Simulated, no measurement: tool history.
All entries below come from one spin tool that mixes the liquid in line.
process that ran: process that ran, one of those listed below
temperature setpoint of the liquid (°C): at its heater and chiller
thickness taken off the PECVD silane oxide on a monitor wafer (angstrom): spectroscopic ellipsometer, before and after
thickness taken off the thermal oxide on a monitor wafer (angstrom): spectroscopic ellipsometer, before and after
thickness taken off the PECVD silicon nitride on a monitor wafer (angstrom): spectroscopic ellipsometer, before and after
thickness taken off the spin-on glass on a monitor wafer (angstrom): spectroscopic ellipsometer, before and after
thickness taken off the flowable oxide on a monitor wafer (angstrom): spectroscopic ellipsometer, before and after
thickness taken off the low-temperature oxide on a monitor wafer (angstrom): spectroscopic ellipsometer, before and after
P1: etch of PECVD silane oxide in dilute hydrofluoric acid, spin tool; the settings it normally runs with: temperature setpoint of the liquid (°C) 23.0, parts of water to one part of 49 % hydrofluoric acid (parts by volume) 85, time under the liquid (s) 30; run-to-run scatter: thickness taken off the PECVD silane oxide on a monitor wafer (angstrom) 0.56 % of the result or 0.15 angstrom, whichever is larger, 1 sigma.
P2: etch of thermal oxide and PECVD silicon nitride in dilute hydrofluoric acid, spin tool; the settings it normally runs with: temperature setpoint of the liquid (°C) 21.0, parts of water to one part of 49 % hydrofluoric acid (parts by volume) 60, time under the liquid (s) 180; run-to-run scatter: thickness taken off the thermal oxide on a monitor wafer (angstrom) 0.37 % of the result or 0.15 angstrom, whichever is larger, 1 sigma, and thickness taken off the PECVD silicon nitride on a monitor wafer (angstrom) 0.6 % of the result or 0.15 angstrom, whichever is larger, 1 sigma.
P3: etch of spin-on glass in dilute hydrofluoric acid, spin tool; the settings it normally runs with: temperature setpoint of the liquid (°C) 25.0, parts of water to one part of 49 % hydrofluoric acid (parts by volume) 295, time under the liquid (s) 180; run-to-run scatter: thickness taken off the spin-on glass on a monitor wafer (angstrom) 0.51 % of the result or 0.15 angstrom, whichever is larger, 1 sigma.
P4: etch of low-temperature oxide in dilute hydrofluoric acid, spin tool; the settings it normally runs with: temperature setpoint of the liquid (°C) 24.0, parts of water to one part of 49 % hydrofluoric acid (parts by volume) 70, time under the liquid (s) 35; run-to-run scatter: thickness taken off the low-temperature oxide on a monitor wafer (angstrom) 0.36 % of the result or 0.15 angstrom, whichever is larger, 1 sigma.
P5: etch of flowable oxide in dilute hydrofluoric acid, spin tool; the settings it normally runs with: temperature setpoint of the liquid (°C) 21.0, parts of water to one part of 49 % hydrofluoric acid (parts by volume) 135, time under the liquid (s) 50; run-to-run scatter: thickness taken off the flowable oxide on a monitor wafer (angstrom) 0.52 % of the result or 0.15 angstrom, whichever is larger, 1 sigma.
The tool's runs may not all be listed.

| run | hour | process that ran | temperature setpoint of the liquid (°C) | parts of water to one part of 49 % hydrofluoric acid (parts by volume) | time under the liquid (s) | hours since the thermometer was replaced | hours since the hydrofluoric acid flow meter was replaced | thickness taken off the PECVD silane oxide on a monitor wafer (angstrom) | thickness taken off the thermal oxide on a monitor wafer (angstrom) | thickness taken off the PECVD silicon nitride on a monitor wafer (angstrom) | thickness taken off the spin-on glass on a monitor wafer (angstrom) | thickness taken off the flowable oxide on a monitor wafer (angstrom) | thickness taken off the low-temperature oxide on a monitor wafer (angstrom) |
|---|---|---|---|---|---|---|---|---|---|---|---|---|---|
| 1 | 9.1 | P1 | 23.0 | 85 | 30 | 288.3 | 1391.5 | 84.835 |  |  |  |  |  |
| 2 | 14.9 | P1 | 23.0 | 85 | 15 | 294.1 | 1397.3 | 42.313 |  |  |  |  |  |
| 3 | 19.9 | P2 | 21.0 | 60 | 180 | 299.1 | 1402.3 |  | 136.800 | 52.485 |  |  |  |
| 4 | 24.3 | P3 | 25.0 | 295 | 180 | 303.5 | 1406.7 |  |  |  | 200.78 |  |  |
| 5 | 33.7 | P1 | 29.5 | 85 | 30 | 312.9 | 1416.1 | 108.970 |  |  |  |  |  |
| 6 | 40.6 | P5 | 21.0 | 135 | 50 | 319.8 | 1423.0 |  |  |  |  | 116.490 |  |
| 7 | 50.3 | P5 | 17.0 | 135 | 50 | 329.5 | 1432.7 |  |  |  |  | 98.785 |  |
| 8 | 58.4 | P5 | 21.0 | 45 | 50 | 337.6 | 1440.8 |  |  |  |  | 390.240 |  |
| 9 | 68.3 | P4 | 24.0 | 70 | 35 | 347.5 | 1450.7 |  |  |  |  |  | 66.444 |
| 10 | 77.6 | P1 | 23.0 | 140 | 30 | 356.8 | 1460.0 | 48.174 |  |  |  |  |  |
| 11 | 86.0 | P1 | 23.0 | 85 | 30 | 365.2 | 1468.4 | 85.005 |  |  |  |  |  |
| 12 | 93.0 | P1 | 23.0 | 85 | 30 | 372.2 | 1475.4 | 84.475 |  |  |  |  |  |
| 13 | 102.3 | P1 | 18.0 | 85 | 30 | 381.5 | 1484.7 | 68.807 |  |  |  |  |  |
| 14 | 107.8 | P3 | 25.0 | 85 | 180 | 387.0 | 1490.2 |  |  |  | 897.12 |  |  |
| 15 | 118.1 | P1 | 23.0 | 135 | 45 | 397.3 | 1500.5 | 76.125 |  |  |  |  |  |
| 16 | 125.2 | P3 | 21.5 | 295 | 180 | 404.4 | 1507.6 |  |  |  | 178.06 |  |  |
| 17 | 134.9 | P2 | 21.0 | 60 | 80 | 414.1 | 1517.3 |  | 60.679 | 23.485 |  |  |  |
| 18 | 145.0 | P2 | 21.0 | 95 | 180 | 424.2 | 1527.4 |  | 83.210 | 33.216 |  |  |  |
| 19 | 150.4 | P2 | 21.0 | 60 | 180 | 429.6 | 1532.8 |  | 136.120 | 52.354 |  |  |  |
| 20 | 157.9 | P1 | 23.0 | 85 | 50 | 437.1 | 1540.3 | 141.140 |  |  |  |  |  |
| 21 | 165.2 | P2 | 28.5 | 60 | 180 | 444.4 | 1547.6 |  | 184.680 | 87.067 |  |  |  |
|  | 166.3 | thermometer replaced |
| 22 | 170.3 | P3 | 25.0 | 295 | 315 | 4.0 | 1552.7 |  |  |  | 353.69 |  |  |
| 23 | 179.2 | P1 | 23.0 | 85 | 30 | 12.9 | 1561.6 | 84.269 |  |  |  |  |  |
| 24 | 187.0 | P4 | 20.0 | 70 | 35 | 20.7 | 1569.4 |  |  |  |  |  | 56.900 |
| 25 | 193.0 | P5 | 21.0 | 135 | 50 | 26.7 | 1575.4 |  |  |  |  | 116.140 |  |
| 26 | 199.3 | P1 | 23.0 | 50 | 30 | 33.0 | 1581.7 | 150.050 |  |  |  |  |  |
| 27 | 205.3 | P1 | 23.0 | 85 | 30 | 39.0 | 1587.7 | 84.403 |  |  |  |  |  |
| 28 | 215.4 | P5 | 21.0 | 135 | 15 | 49.1 | 1597.8 |  |  |  |  | 35.067 |  |

Run 29, settings as shown, results not yet in. Your forecast:
| 29 | 222.6 | P4 | 24.0 | 125 | 35 | 56.3 | 1605.0 |  |  |  |  |  | ? |

thickness taken off the low-temperature oxide on a monitor wafer (angstrom): 34.919
